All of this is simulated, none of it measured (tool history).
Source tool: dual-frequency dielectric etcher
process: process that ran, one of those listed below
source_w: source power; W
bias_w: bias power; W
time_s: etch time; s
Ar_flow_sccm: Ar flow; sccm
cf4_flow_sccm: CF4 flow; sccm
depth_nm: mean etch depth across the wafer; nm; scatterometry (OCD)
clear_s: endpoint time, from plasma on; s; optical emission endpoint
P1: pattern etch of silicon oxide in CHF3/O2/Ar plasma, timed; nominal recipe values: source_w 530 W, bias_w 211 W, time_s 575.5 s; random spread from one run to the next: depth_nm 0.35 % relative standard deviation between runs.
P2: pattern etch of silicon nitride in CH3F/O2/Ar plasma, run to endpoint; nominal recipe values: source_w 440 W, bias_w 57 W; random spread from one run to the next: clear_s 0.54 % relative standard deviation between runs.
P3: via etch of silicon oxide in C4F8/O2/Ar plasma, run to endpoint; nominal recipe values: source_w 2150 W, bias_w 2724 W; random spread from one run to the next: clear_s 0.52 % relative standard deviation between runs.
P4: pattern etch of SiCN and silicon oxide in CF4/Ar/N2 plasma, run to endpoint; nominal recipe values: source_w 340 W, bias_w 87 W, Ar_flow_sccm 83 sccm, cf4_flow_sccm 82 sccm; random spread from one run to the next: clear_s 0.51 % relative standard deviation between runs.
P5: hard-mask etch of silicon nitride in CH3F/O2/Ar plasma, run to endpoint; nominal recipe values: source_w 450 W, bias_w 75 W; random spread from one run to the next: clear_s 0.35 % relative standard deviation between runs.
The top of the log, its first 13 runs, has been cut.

run	day	process	source_w	bias_w	time_s	Ar_flow_sccm	cf4_flow_sccm	hours since the last wet clean	hours since the last source power generator calibration	hours since the last bias power generator calibration	depth_nm	clear_s
14	3.138	P1	530	211	575.5			207.2	567.8	45	1168.6	
15	3.396	P5	450	75				213.4	574	51.2		42.139
16	3.658	P5	350	75				219.7	580.3	57.5		46.184
17	3.9	P4	340	87		59	82	225.5	586.1	63.3		18.007
18	4.112	P1	530	211	575.5			230.6	591.2	68.4	1160	
19	4.408	P1	530	260	575.5			237.7	598.3	75.5	1253.4	
20	4.608	P1	530	154	575.5			242.5	603.1	80.3	1038.6	
21	4.938	P1	650	131	575.5			250.4	611	88.2	1066.1	
22	5.238	P5	450	57				257.6	618.2	95.4		45.993
23	5.396	P1	360	211	710			261.4	622	99.2	1239.3	
24	5.675	P3	3050	2724				268.1	628.7	105.9		198.44
25	5.904	P1	530	211	416.5			273.6	634.2	111.4	838.49	
26	6.138	P2	440	57				279.2	639.8	117		47.281
27	6.425	P1	530	246	457			286.1	646.7	123.9	974.32	

The next listed run, before its measurement:
28	6.6	P4	340	104		83	82	290.3	650.9	128.1		?

Logged for run 28: clear_s 17.64 s.

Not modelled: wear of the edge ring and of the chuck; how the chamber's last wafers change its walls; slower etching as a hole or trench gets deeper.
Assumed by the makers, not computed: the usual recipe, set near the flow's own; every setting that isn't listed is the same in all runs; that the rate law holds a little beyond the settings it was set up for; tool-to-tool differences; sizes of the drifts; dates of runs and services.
